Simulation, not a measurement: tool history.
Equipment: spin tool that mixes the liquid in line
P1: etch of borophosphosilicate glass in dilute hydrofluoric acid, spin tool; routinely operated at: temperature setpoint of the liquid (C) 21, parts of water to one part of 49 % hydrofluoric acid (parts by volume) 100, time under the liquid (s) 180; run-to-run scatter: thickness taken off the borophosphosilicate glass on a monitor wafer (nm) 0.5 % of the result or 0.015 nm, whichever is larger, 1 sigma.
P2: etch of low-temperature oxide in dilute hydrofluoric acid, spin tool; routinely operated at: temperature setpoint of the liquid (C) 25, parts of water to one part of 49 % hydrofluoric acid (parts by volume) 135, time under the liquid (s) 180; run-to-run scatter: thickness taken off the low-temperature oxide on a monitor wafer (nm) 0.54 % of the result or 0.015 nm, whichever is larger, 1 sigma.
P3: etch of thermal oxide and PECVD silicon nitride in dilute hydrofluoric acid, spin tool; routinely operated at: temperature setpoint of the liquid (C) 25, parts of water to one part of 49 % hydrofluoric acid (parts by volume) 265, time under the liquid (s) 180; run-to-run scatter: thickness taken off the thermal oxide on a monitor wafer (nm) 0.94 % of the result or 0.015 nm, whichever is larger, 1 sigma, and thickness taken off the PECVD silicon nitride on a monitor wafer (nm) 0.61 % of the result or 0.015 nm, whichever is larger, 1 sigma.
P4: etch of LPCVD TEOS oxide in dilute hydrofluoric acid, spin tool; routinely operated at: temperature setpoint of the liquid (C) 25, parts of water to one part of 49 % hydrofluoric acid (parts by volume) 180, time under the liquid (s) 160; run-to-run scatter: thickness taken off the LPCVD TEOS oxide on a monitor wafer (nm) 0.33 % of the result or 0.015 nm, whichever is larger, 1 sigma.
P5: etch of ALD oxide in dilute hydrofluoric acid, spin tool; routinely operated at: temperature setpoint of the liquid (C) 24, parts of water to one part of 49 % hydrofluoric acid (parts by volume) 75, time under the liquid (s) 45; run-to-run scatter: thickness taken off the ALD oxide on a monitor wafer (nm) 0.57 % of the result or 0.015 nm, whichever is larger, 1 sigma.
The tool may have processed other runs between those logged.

| run | hour | process that ran | temperature setpoint of the liquid (C) | parts of water to one part of 49 % hydrofluoric acid (parts by volume) | time under the liquid (s) | thickness taken off the borophosphosilicate glass on a monitor wafer (nm) | thickness taken off the low-temperature oxide on a monitor wafer (nm) | thickness taken off the ALD oxide on a monitor wafer (nm) | thickness taken off the LPCVD TEOS oxide on a monitor wafer (nm) | thickness taken off the thermal oxide on a monitor wafer (nm) | thickness taken off the PECVD silicon nitride on a monitor wafer (nm) |
|---|---|---|---|---|---|---|---|---|---|---|---|
| 1 | 4.5 | P1 | 21 | 100 | 180 | 49.49 |  |  |  |  |  |
| 2 | 8.7 | P1 | 28.5 | 100 | 180 | 66.325 |  |  |  |  |  |
| 3 | 12.7 | P2 | 25 | 40 | 180 |  | 54.859 |  |  |  |  |
| 4 | 17.4 | P1 | 17 | 55 | 180 | 79.449 |  |  |  |  |  |
| 5 | 21.1 | P1 | 21 | 165 | 50 | 7.7751 |  |  |  |  |  |
| 6 | 25.7 | P5 | 24 | 130 | 45 |  |  | 7.7591 |  |  |  |
| 7 | 29.2 | P1 | 21 | 20 | 180 | 270.87 |  |  |  |  |  |
| 8 | 34 | P1 | 21 | 100 | 180 | 49.608 |  |  |  |  |  |
| 9 | 38.9 | P1 | 21 | 100 | 180 | 49.38 |  |  |  |  |  |
| 10 | 41.4 | P1 | 21 | 100 | 180 | 49.402 |  |  |  |  |  |
| 11 | 43.8 | P5 | 24 | 75 | 45 |  |  | 14.32 |  |  |  |
| 12 | 46.2 | P4 | 25 | 180 | 160 |  |  |  | 48.681 |  |  |
| 13 | 48.7 | P4 | 25 | 180 | 160 |  |  |  | 48.476 |  |  |
| 14 | 52.2 | P2 | 25 | 135 | 295 |  | 23.555 |  |  |  |  |
| 15 | 57.4 | P1 | 21 | 100 | 45 | 12.336 |  |  |  |  |  |
| 16 | 60.4 | P4 | 32.5 | 180 | 160 |  |  |  | 63.377 |  |  |
| 17 | 62.8 | P3 | 25 | 265 | 180 |  |  |  |  | 2.84 | 4.1753 |
| 18 | 66.7 | P3 | 25 | 265 | 20 |  |  |  |  | 0.32067 | 0.46223 |
| 19 | 71.2 | P5 | 29.5 | 75 | 45 |  |  | 17.738 |  |  |  |
| 20 | 73.5 | P2 | 20 | 135 | 180 |  | 11.778 |  |  |  |  |
| 21 | 77.7 | P5 | 24 | 75 | 45 |  |  | 14.351 |  |  |  |
| 22 | 82.5 | P2 | 25 | 135 | 180 |  | 14.505 |  |  |  |  |
| 23 | 86.4 | P4 | 25 | 40 | 160 |  |  |  | 260.03 |  |  |
| 24 | 91.4 | P3 | 17 | 265 | 180 |  |  |  |  | 2.113 | 2.5087 |
| 25 | 94.8 | P2 | 25 | 135 | 180 |  | 14.375 |  |  |  |  |
| 26 | 98.2 | P5 | 24 | 75 | 70 |  |  | 22.409 |  |  |  |
| 27 | 101.9 | P1 | 21 | 160 | 180 | 28.994 |  |  |  |  |  |
| 28 | 104.5 | P1 | 17 | 100 | 95 | 22.124 |  |  |  |  |  |
| 29 | 107.5 | P4 | 25 | 180 | 55 |  |  |  | 16.72 |  |  |
| 30 | 110.1 | P3 | 25 | 430 | 180 |  |  |  |  | 1.4907 | 2.5778 |
| 31 | 114.3 | P1 | 17 | 100 | 180 | 41.911 |  |  |  |  |  |
| 32 | 116.6 | P1 | 21 | 100 | 180 | 49.445 |  |  |  |  |  |
| 33 | 119.5 | P1 | 21 | 100 | 355 | 98.038 |  |  |  |  |  |
| 34 | 123.3 | P1 | 21 | 100 | 180 | 49.184 |  |  |  |  |  |
| 35 | 128.1 | P1 | 21 | 100 | 180 | 47.75 |  |  |  |  |  |
| 36 | 133.1 | P1 | 21 | 100 | 180 | 47.653 |  |  |  |  |  |
| 37 | 135.8 | P1 | 21 | 100 | 180 | 47.015 |  |  |  |  |  |
| 38 | 140.1 | P1 | 21 | 100 | 180 | 46.497 |  |  |  |  |  |
| 39 | 144.7 | P1 | 21 | 100 | 180 | 46.479 |  |  |  |  |  |
| 40 | 147.5 | P1 | 21 | 100 | 180 | 46.483 |  |  |  |  |  |
| 41 | 152.3 | P1 | 21 | 100 | 180 | 46.423 |  |  |  |  |  |

Compared with where it was, what P1 gives has crept away. Each cause listed below fits the log as well as the rest, at the size given for it:
A: hydrofluoric acid flow below the setpoint (%) = 5.4
B: liquid colder than its thermometer reads (K) = 1.52
Onset of the creep was near hour 123.3.

Which of the 4 check runs listed below, each an average over 2 wafers with its results shown as question marks, gives clearly different results under the different listed causes?
| check 1 | 157.1 | P3 | 18 | 265 | 180 |  |  |  |  | ? | ? |
| check 2 | 157.1 | P2 | 25 | 135 | 270 |  | ? |  |  |  |  |
| check 3 | 157.1 | P5 | 24 | 130 | 45 |  |  | ? |  |  |  |
| check 4 | 157.1 | P4 | 25 | 45 | 160 |  |  |  | ? |  |  |

What each check would give under each cause:
| check | result | if A | if B |
|---|---|---|---|
| check 1 | thickness taken off the thermal oxide on a monitor wafer (nm) | 2.0464 | 2.0677 |
| check 1 | thickness taken off the PECVD silicon nitride on a monitor wafer (nm) | 2.5549 | 2.4372 |
| check 2 | thickness taken off the low-temperature oxide on a monitor wafer (nm) | 20.267 | 20.392 |
| check 3 | thickness taken off the ALD oxide on a monitor wafer (nm) | 7.244 | 7.279 |
| check 4 | thickness taken off the LPCVD TEOS oxide on a monitor wafer (nm) | 216.22 | 215.43 |
Gap, in per cent, between the two causes that each check separates least, read from the result that separates them most: check 1 4.71 %; check 2 0.61 %; check 3 0.48 %; check 4 0.36 %
Check 1 tells the causes apart: in the others they would give nearly the same result.

Check 1 was carried out, with these results: thickness taken off the thermal oxide on a monitor wafer (nm) 2.0549; thickness taken off the PECVD silicon nitride on a monitor wafer (nm) 2.4267. Which of the listed causes is responsible?

It is B: liquid colder than its thermometer reads (K).
